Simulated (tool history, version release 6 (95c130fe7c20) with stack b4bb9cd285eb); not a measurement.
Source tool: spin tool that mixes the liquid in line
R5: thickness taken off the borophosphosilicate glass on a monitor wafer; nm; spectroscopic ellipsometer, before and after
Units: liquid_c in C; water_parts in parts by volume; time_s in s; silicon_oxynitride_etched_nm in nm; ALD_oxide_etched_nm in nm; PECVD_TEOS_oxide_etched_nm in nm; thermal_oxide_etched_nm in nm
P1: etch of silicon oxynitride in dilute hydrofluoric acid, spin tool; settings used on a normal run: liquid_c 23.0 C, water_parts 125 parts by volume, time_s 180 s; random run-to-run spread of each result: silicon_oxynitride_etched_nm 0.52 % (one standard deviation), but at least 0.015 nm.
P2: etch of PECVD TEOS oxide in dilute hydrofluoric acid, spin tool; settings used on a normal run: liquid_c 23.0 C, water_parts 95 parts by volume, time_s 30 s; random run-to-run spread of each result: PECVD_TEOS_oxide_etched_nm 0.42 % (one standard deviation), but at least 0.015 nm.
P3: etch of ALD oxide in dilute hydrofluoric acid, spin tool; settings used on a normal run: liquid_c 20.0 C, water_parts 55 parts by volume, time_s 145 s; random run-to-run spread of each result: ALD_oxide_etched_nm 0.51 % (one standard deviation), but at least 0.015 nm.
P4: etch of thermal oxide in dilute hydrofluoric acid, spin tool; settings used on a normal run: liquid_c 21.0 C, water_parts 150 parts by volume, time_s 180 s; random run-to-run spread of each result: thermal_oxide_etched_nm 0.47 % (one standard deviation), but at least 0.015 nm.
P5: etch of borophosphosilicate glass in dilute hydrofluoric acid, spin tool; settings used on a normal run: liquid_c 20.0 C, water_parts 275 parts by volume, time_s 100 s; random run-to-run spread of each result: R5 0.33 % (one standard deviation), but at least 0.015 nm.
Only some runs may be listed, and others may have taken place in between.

run 1 hour=6.2 | process=P1 liquid_c=23.0 water_parts=125 time_s=180 | silicon_oxynitride_etched_nm=4.03020
run 2 hour=11.3 | process=P1 liquid_c=17.0 water_parts=125 time_s=180 | silicon_oxynitride_etched_nm=3.01270
run 3 hour=17.0 | process=P3 liquid_c=20.0 water_parts=55 time_s=145 | ALD_oxide_etched_nm=26.0060
run 4 hour=23.3 | process=P2 liquid_c=23.0 water_parts=20 time_s=30 | PECVD_TEOS_oxide_etched_nm=42.2510
run 5 hour=26.7 | process=P1 liquid_c=23.0 water_parts=125 time_s=180 | silicon_oxynitride_etched_nm=3.98610
run 6 hour=32.7 | process=P3 liquid_c=20.0 water_parts=55 time_s=50 | ALD_oxide_etched_nm=9.0822
run 7 hour=37.9 | process=P1 liquid_c=23.0 water_parts=125 time_s=180 | silicon_oxynitride_etched_nm=4.03760
run 8 hour=40.9 | process=P4 liquid_c=21.0 water_parts=150 time_s=80 | thermal_oxide_etched_nm=2.0802
run 9 hour=44.1 | process=P1 liquid_c=23.0 water_parts=125 time_s=40 | silicon_oxynitride_etched_nm=0.87521
run 10 hour=47.0 | process=P1 liquid_c=27.5 water_parts=125 time_s=180 | silicon_oxynitride_etched_nm=4.93540
run 11 hour=52.5 | process=P1 liquid_c=23.0 water_parts=125 time_s=180 | silicon_oxynitride_etched_nm=4.00800
run 12 hour=58.1 | process=P1 liquid_c=23.0 water_parts=125 time_s=180 | silicon_oxynitride_etched_nm=4.03400
run 13 hour=63.2 | process=P1 liquid_c=27.5 water_parts=125 time_s=100 | silicon_oxynitride_etched_nm=2.74250
run 14 hour=68.0 | process=P5 liquid_c=20.0 water_parts=505 time_s=100 | R5=3.6688
run 15 hour=72.4 | process=P1 liquid_c=23.0 water_parts=125 time_s=180 | silicon_oxynitride_etched_nm=3.99260
run 16 hour=77.9 | process=P4 liquid_c=17.0 water_parts=150 time_s=180 | thermal_oxide_etched_nm=3.9366
run 17 hour=82.5 | process=P5 liquid_c=20.0 water_parts=275 time_s=100 | R5=8.1682
run 18 hour=86.2 | process=P1 liquid_c=23.0 water_parts=195 time_s=180 | silicon_oxynitride_etched_nm=2.45490
run 19 hour=90.8 | process=P1 liquid_c=17.5 water_parts=70 time_s=180 | silicon_oxynitride_etched_nm=5.68200
run 20 hour=93.8 | process=P4 liquid_c=21.0 water_parts=150 time_s=180 | thermal_oxide_etched_nm=4.6667
run 21 hour=98.9 | process=P4 liquid_c=21.0 water_parts=150 time_s=180 | thermal_oxide_etched_nm=4.6393
run 22 hour=102.4 | process=P3 liquid_c=28.0 water_parts=55 time_s=145 | ALD_oxide_etched_nm=35.8760
run 23 hour=105.4 | process=P2 liquid_c=28.0 water_parts=95 time_s=30 | PECVD_TEOS_oxide_etched_nm=9.7997

Run 24, settings as shown, results not yet in. Your forecast:
run 24 hour=110.9 | process=P5 liquid_c=20.0 water_parts=275 time_s=145 | R5=?

Run 24 produced R5 11.7710 nm.
